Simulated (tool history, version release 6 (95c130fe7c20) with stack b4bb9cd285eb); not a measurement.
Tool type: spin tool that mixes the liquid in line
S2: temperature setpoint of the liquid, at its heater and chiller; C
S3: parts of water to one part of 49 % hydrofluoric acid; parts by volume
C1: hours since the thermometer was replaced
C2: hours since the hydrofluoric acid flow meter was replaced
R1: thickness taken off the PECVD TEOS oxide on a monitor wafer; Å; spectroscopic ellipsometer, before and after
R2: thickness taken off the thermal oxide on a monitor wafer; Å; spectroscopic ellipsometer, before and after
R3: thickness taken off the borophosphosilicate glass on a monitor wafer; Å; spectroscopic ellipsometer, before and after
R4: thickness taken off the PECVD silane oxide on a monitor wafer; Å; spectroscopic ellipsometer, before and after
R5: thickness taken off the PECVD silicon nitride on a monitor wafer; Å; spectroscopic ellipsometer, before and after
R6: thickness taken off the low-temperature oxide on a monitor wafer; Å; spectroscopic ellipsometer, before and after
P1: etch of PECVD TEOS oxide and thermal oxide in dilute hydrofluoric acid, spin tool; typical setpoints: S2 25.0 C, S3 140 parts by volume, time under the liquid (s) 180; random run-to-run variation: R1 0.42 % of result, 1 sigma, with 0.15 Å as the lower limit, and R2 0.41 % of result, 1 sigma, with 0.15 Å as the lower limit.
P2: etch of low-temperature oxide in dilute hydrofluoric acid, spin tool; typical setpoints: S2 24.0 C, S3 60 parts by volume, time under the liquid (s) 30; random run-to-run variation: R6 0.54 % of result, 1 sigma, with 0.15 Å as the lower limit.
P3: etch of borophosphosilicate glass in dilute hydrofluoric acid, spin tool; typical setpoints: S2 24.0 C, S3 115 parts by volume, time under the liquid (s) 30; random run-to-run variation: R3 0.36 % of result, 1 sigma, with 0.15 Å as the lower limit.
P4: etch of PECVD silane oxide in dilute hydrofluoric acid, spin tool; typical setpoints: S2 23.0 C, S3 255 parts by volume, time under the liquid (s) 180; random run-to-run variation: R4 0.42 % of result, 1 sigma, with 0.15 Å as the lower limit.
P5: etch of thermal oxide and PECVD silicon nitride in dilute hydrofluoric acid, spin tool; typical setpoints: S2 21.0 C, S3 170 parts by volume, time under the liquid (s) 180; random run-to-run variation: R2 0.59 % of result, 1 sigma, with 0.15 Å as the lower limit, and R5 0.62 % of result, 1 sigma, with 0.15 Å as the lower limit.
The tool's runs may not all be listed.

run 1 hour=9.0 | process_that_ran=P1 S2=25.0 S3=140 time_under_the_liquid_(s)=180 | C1=696.7 C2=152.7 | R1=178.790 R2=62.9210
run 2 hour=18.8 | process_that_ran=P3 S2=24.0 S3=115 time_under_the_liquid_(s)=30 | C1=706.5 C2=162.5 | R3=140.690
run 3 hour=26.7 | process_that_ran=P1 S2=25.0 S3=140 time_under_the_liquid_(s)=355 | C1=714.4 C2=170.4 | R1=352.670 R2=124.6200
run 4 hour=33.3 | process_that_ran=P4 S2=18.5 S3=255 time_under_the_liquid_(s)=180 | C1=721.0 C2=177.0 | R4=243.980
run 5 hour=41.8 | process_that_ran=P1 S2=25.0 S3=245 time_under_the_liquid_(s)=180 | C1=729.5 C2=185.5 | R1=91.417 R2=32.4090
run 6 hour=53.5 | process_that_ran=P1 S2=25.0 S3=45 time_under_the_liquid_(s)=180 | C1=741.2 C2=197.2 | R1=623.080 R2=221.8700
run 7 hour=60.1 | process_that_ran=P1 S2=20.0 S3=140 time_under_the_liquid_(s)=180 | C1=747.8 C2=203.8 | R1=147.370 R2=52.1820
run 8 hour=68.1 | process_that_ran=P5 S2=21.0 S3=170 time_under_the_liquid_(s)=180 | C1=755.8 C2=211.8 | R2=41.0940 R5=49.4660
run 9 hour=79.9 | process_that_ran=P4 S2=23.0 S3=255 time_under_the_liquid_(s)=15 | C1=767.6 C2=223.6 | R4=24.297
run 10 hour=87.2 | process_that_ran=P1 S2=25.0 S3=140 time_under_the_liquid_(s)=180 | C1=774.9 C2=230.9 | R1=177.890 R2=62.9180
run 11 hour=97.6 | process_that_ran=P1 S2=25.0 S3=140 time_under_the_liquid_(s)=180 | C1=785.3 C2=241.3 | R1=179.410 R2=62.3360
run 12 hour=106.4 | process_that_ran=P5 S2=21.0 S3=275 time_under_the_liquid_(s)=180 | C1=794.1 C2=250.1 | R2=23.0160 R5=30.9790
run 13 hour=115.1 | process_that_ran=P4 S2=23.0 S3=255 time_under_the_liquid_(s)=180 | C1=802.8 C2=258.8 | R4=287.990
run 14 hour=126.5 | process_that_ran=P5 S2=21.0 S3=170 time_under_the_liquid_(s)=15 | C1=814.2 C2=270.2 | R2=3.2964 R5=4.2116
run 15 hour=137.2 | process_that_ran=P1 S2=25.0 S3=140 time_under_the_liquid_(s)=180 | C1=824.9 C2=280.9 | R1=179.460 R2=62.9500
run 16 hour=145.6 | process_that_ran=P1 S2=25.0 S3=140 time_under_the_liquid_(s)=180 | C1=833.3 C2=289.3 | R1=178.080 R2=62.4420
run 17 hour=155.0 | process_that_ran=P2 S2=30.5 S3=60 time_under_the_liquid_(s)=30 | C1=842.7 C2=298.7 | R6=191.840
run 18 hour=161.4 | process_that_ran=P1 S2=25.0 S3=140 time_under_the_liquid_(s)=60 | C1=849.1 C2=305.1 | R1=59.415 R2=21.1620
run 19 hour=167.4 | process_that_ran=P2 S2=24.0 S3=95 time_under_the_liquid_(s)=30 | C1=855.1 C2=311.1 | R6=89.791
run 20 hour=173.9 | process_that_ran=P4 S2=23.0 S3=460 time_under_the_liquid_(s)=180 | C1=861.6 C2=317.6 | R4=133.460
run 21 hour=185.1 | process_that_ran=P2 S2=24.0 S3=60 time_under_the_liquid_(s)=15 | C1=872.8 C2=328.8 | R6=74.011
run 22 hour=191.3 | process_that_ran=P3 S2=24.0 S3=210 time_under_the_liquid_(s)=30 | C1=879.0 C2=335.0 | R3=69.229
run 23 hour=196.9 | process_that_ran=P2 S2=24.0 S3=60 time_under_the_liquid_(s)=30 | C1=884.6 C2=340.6 | R6=149.420
run 24 hour=203.3 | process_that_ran=P1 S2=25.0 S3=70 time_under_the_liquid_(s)=265 | C1=891.0 C2=347.0 | R1=570.760 R2=202.7000
run 25 hour=210.7 | process_that_ran=P1 S2=25.0 S3=140 time_under_the_liquid_(s)=180 | C1=898.4 C2=354.4 | R1=178.140 R2=62.8660
run 26 hour=220.1 | process_that_ran=P3 S2=24.0 S3=115 time_under_the_liquid_(s)=55 | C1=907.8 C2=363.8 | R3=258.650
run 27 hour=228.2 | process_that_ran=P1 S2=30.5 S3=140 time_under_the_liquid_(s)=180 | C1=915.9 C2=371.9 | R1=219.150 R2=77.4060
run 28 hour=233.6 | process_that_ran=P5 S2=21.0 S3=170 time_under_the_liquid_(s)=180 | C1=921.3 C2=377.3 | R2=40.4670 R5=49.1400
run 29 hour=243.6 | process_that_ran=P4 S2=23.0 S3=255 time_under_the_liquid_(s)=180 | C1=931.3 C2=387.3 | R4=289.190
run 30 hour=248.8 | process_that_ran=P1 S2=25.0 S3=140 time_under_the_liquid_(s)=180 | C1=936.5 C2=392.5 | R1=178.600 R2=63.1210
run 31 hour=260.2 | process_that_ran=P3 S2=17.0 S3=115 time_under_the_liquid_(s)=30 | C1=947.9 C2=403.9 | R3=105.030
run 32 hour=271.2 | process_that_ran=P5 S2=17.0 S3=170 time_under_the_liquid_(s)=180 | C1=958.9 C2=414.9 | R2=35.0050 R5=37.5600
run 33 hour=280.8 | process_that_ran=P1 S2=25.0 S3=140 time_under_the_liquid_(s)=180 | C1=968.5 C2=424.5 | R1=179.710 R2=63.0250
run 34 hour=287.2 | process_that_ran=P1 S2=25.0 S3=140 time_under_the_liquid_(s)=180 | C1=974.9 C2=430.9 | R1=173.200 R2=61.7960
run 35 hour=298.3 | process_that_ran=P1 S2=25.0 S3=140 time_under_the_liquid_(s)=180 | C1=986.0 C2=442.0 | R1=170.200 R2=58.8960
run 36 hour=305.1 | process_that_ran=P1 S2=25.0 S3=140 time_under_the_liquid_(s)=180 | C1=992.8 C2=448.8 | R1=167.040 R2=59.3420
run 37 hour=311.2 | process_that_ran=P1 S2=25.0 S3=140 time_under_the_liquid_(s)=180 | C1=998.9 C2=454.9 | R1=166.230 R2=59.3000
run 38 hour=323.0 | process_that_ran=P1 S2=25.0 S3=140 time_under_the_liquid_(s)=180 | C1=1010.7 C2=466.7 | R1=166.390 R2=58.7780
run 39 hour=333.8 | process_that_ran=P1 S2=25.0 S3=140 time_under_the_liquid_(s)=180 | C1=1021.5 C2=477.5 | R1=165.640 R2=58.2790
run 40 hour=340.5 | process_that_ran=P1 S2=25.0 S3=140 time_under_the_liquid_(s)=180 | C1=1028.2 C2=484.2 | R1=164.200 R2=58.3680

What P1 gives has crept away from where it was. These 2 causes fit the log equally well, each at the size given:
A: liquid colder than its thermometer reads (K) = 1.96
B: hydrofluoric acid flow below the setpoint (%) = 6.22
The drift started at roughly hour 280.8.

Each of the 4 check runs below uses one wafer; its results are left as question marks. Which run tells the causes apart?
run check 1 hour=347.2 | process_that_ran=P4 S2=20.0 S3=255 time_under_the_liquid_(s)=95 | R4=?
run check 2 hour=347.2 | process_that_ran=P3 S2=17.5 S3=170 time_under_the_liquid_(s)=30 | R3=?
run check 3 hour=347.2 | process_that_ran=P5 S2=21.0 S3=170 time_under_the_liquid_(s)=110 | R2=? R5=?
run check 4 hour=347.2 | process_that_ran=P2 S2=24.0 S3=90 time_under_the_liquid_(s)=30 | R6=?

How each check would come out, cause by cause:
check=check_1 result=R4 if_A=126.830 if_B=126.120
check=check_2 result=R3 if_A=63.649 if_B=63.960
check=check_3 result=R2 if_A=23.1950 if_B=23.2210
check=check_3 result=R5 if_A=26.5380 if_B=28.3830
check=check_4 result=R6 if_A=88.162 if_B=88.805
How far apart the two closest causes lie, in the result that separates them most: check 1 0.56 %; check 2 0.49 %; check 3 6.72 %; check 4 0.73 %
Check 3 tells the causes apart: in the others they would give nearly the same result.

After running check 3, the following was obtained: R2 23.1970 Å; R5 26.5000 Å. Which cause does this point to?

The cause is A: liquid colder than its thermometer reads (K).

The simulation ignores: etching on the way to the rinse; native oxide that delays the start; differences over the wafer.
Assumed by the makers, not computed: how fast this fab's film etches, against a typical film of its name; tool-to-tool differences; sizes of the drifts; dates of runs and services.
